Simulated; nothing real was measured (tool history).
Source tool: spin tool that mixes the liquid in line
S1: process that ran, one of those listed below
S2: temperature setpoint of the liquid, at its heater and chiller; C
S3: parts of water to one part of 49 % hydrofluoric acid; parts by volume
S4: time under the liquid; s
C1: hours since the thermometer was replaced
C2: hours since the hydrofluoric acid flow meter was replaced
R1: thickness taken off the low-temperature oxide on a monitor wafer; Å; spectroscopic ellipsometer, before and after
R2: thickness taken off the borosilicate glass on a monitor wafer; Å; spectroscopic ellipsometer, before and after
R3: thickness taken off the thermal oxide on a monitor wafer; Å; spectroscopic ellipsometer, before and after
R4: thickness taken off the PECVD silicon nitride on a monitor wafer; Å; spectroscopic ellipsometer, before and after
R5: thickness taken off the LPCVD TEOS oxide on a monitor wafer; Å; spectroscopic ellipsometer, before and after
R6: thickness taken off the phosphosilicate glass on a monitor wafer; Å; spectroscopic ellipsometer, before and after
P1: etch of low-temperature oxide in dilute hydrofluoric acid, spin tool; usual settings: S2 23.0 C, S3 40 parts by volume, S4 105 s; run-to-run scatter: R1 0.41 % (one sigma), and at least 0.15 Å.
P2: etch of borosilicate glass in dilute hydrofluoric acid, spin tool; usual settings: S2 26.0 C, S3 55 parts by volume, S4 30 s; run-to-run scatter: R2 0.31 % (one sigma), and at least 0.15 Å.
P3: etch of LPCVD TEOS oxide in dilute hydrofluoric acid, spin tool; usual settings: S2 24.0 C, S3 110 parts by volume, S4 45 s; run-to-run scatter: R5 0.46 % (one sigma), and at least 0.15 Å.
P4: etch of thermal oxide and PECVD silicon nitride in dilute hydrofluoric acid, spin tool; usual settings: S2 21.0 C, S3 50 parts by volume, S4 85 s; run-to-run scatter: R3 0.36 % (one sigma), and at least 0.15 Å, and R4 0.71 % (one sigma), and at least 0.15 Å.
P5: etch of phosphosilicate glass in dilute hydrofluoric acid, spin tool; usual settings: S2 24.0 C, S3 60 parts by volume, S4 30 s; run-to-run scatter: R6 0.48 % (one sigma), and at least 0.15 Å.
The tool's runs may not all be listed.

| run | hour | S1 | S2 | S3 | S4 | C1 | C2 | R1 | R2 | R3 | R4 | R5 | R6 |
|---|---|---|---|---|---|---|---|---|---|---|---|---|---|
| 1 | 7.4 | P1 | 23.0 | 40 | 105 | 334.9 | 762.5 | 409.650 |  |  |  |  |  |
| 2 | 14.6 | P2 | 26.0 | 85 | 30 | 342.1 | 769.7 |  | 120.390 |  |  |  |  |
| 3 | 22.0 | P1 | 23.0 | 40 | 105 | 349.5 | 777.1 | 410.190 |  |  |  |  |  |
| 4 | 26.7 | P4 | 21.0 | 50 | 125 | 354.2 | 781.8 |  |  | 104.830 | 58.025 |  |  |
| 5 | 31.2 | P3 | 17.0 | 110 | 45 | 358.7 | 786.3 |  |  |  |  | 57.511 |  |
| 6 | 37.3 | P2 | 26.0 | 55 | 30 | 364.8 | 792.4 |  | 194.610 |  |  |  |  |
| 7 | 43.7 | P5 | 24.0 | 60 | 30 | 371.2 | 798.8 |  |  |  |  |  | 600.63 |
| 8 | 50.0 | P5 | 24.0 | 35 | 30 | 377.5 | 805.1 |  |  |  |  |  | 1070.70 |
| 9 | 55.9 | P1 | 23.0 | 55 | 40 | 383.4 | 811.0 | 109.650 |  |  |  |  |  |
| 10 | 60.0 | P1 | 23.0 | 40 | 105 | 387.5 | 815.1 | 406.110 |  |  |  |  |  |
| 11 | 67.1 | P2 | 26.0 | 55 | 30 | 394.6 | 822.2 |  | 195.410 |  |  |  |  |
| 12 | 74.1 | P1 | 23.0 | 40 | 165 | 401.6 | 829.2 | 641.120 |  |  |  |  |  |
| 13 | 81.6 | P1 | 23.0 | 55 | 50 | 409.1 | 836.7 | 139.320 |  |  |  |  |  |
| 14 | 85.3 | P4 | 21.0 | 50 | 85 | 412.8 | 840.4 |  |  | 71.861 | 38.883 |  |  |
| 15 | 92.0 | P4 | 24.5 | 50 | 85 | 419.5 | 847.1 |  |  | 83.162 | 49.396 |  |  |
| 16 | 99.5 | P1 | 23.0 | 40 | 15 | 427.0 | 854.6 | 58.428 |  |  |  |  |  |
| 17 | 104.6 | P1 | 23.0 | 40 | 105 | 432.1 | 859.7 | 411.180 |  |  |  |  |  |
| 18 | 109.4 | P1 | 23.0 | 40 | 105 | 436.9 | 864.5 | 406.990 |  |  |  |  |  |
| 19 | 117.0 | P1 | 23.0 | 20 | 105 | 444.5 | 872.1 | 840.090 |  |  |  |  |  |
| 20 | 122.7 | P1 | 28.5 | 40 | 105 | 450.2 | 877.8 | 510.790 |  |  |  |  |  |
| 21 | 130.2 | P4 | 21.0 | 80 | 85 | 457.7 | 885.3 |  |  | 43.205 | 24.284 |  |  |
| 22 | 137.0 | P3 | 24.0 | 110 | 15 | 464.5 | 892.1 |  |  |  |  | 25.509 |  |
| 23 | 143.0 | P5 | 24.0 | 60 | 50 | 470.5 | 898.1 |  |  |  |  |  | 1004.30 |
| 24 | 150.1 | P1 | 17.0 | 40 | 105 | 477.6 | 905.2 | 317.940 |  |  |  |  |  |
| 25 | 157.1 | P3 | 24.0 | 200 | 45 | 484.6 | 912.2 |  |  |  |  | 37.830 |  |
| 26 | 161.4 | P3 | 24.0 | 110 | 45 | 488.9 | 916.5 |  |  |  |  | 76.768 |  |
| 27 | 167.6 | P2 | 21.0 | 55 | 30 | 495.1 | 922.7 |  | 157.960 |  |  |  |  |
| 28 | 175.0 | P2 | 26.0 | 55 | 15 | 502.5 | 930.1 |  | 97.612 |  |  |  |  |
| 29 | 181.4 | P5 | 24.0 | 60 | 30 | 508.9 | 936.5 |  |  |  |  |  | 606.60 |
| 30 | 184.8 | P1 | 23.0 | 65 | 105 | 512.3 | 939.9 | 242.240 |  |  |  |  |  |
| 31 | 189.2 | P5 | 17.0 | 60 | 30 | 516.7 | 944.3 |  |  |  |  |  | 444.56 |
| 32 | 192.7 | P1 | 23.0 | 40 | 105 | 520.2 | 947.8 | 408.950 |  |  |  |  |  |
| 33 | 198.3 | P1 | 23.0 | 40 | 105 | 525.8 | 953.4 | 425.820 |  |  |  |  |  |
| 34 | 205.7 | P1 | 23.0 | 40 | 105 | 533.2 | 960.8 | 428.010 |  |  |  |  |  |
| 35 | 212.8 | P1 | 23.0 | 40 | 105 | 540.3 | 967.9 | 433.940 |  |  |  |  |  |
| 36 | 217.9 | P1 | 23.0 | 40 | 105 | 545.4 | 973.0 | 434.410 |  |  |  |  |  |
| 37 | 222.2 | P1 | 23.0 | 40 | 105 | 549.7 | 977.3 | 433.680 |  |  |  |  |  |
| 38 | 227.9 | P1 | 23.0 | 40 | 105 | 555.4 | 983.0 | 436.970 |  |  |  |  |  |

What P1 gives has crept away from where it was. These 2 causes fit the log equally well, each at the size given:
A: hydrofluoric acid flow above the setpoint (%) = 6.45
B: liquid hotter than its thermometer reads (K) = 1.59
The gradual shift began around hour 192.7.

Below are 4 check runs, each averaged over 2 wafers, with their results shown as question marks. Which of them would give clearly different results depending on which cause is behind the drift?
| check 1 | 233.6 | P5 | 24.0 | 60 | 30 |  |  |  |  |  |  |  | ? |
| check 2 | 233.6 | P4 | 21.0 | 50 | 85 |  |  |  |  | ? | ? |  |  |
| check 3 | 233.6 | P3 | 24.0 | 110 | 45 |  |  |  |  |  |  | ? |  |
| check 4 | 233.6 | P2 | 26.0 | 55 | 30 |  |  |  | ? |  |  |  |  |

What each check would give under each cause:
| check | result | if A | if B |
|---|---|---|---|
| check 1 | R6 | 642.56 | 640.73 |
| check 2 | R3 | 76.586 | 76.612 |
| check 2 | R4 | 41.678 | 43.733 |
| check 3 | R5 | 81.948 | 81.247 |
| check 4 | R2 | 207.900 | 207.200 |
Distance between the nearest two causes, measured in the result of the check that separates them most: check 1 0.29 %; check 2 4.81 %; check 3 0.86 %; check 4 0.33 %
Check 2 is the one run that separates the causes; every other check would come out nearly the same whichever cause is at work.

Then check 2 was run and gave: R3 76.986 Å; R4 42.123 Å. Which cause is it?

The cause is A: hydrofluoric acid flow above the setpoint (%).

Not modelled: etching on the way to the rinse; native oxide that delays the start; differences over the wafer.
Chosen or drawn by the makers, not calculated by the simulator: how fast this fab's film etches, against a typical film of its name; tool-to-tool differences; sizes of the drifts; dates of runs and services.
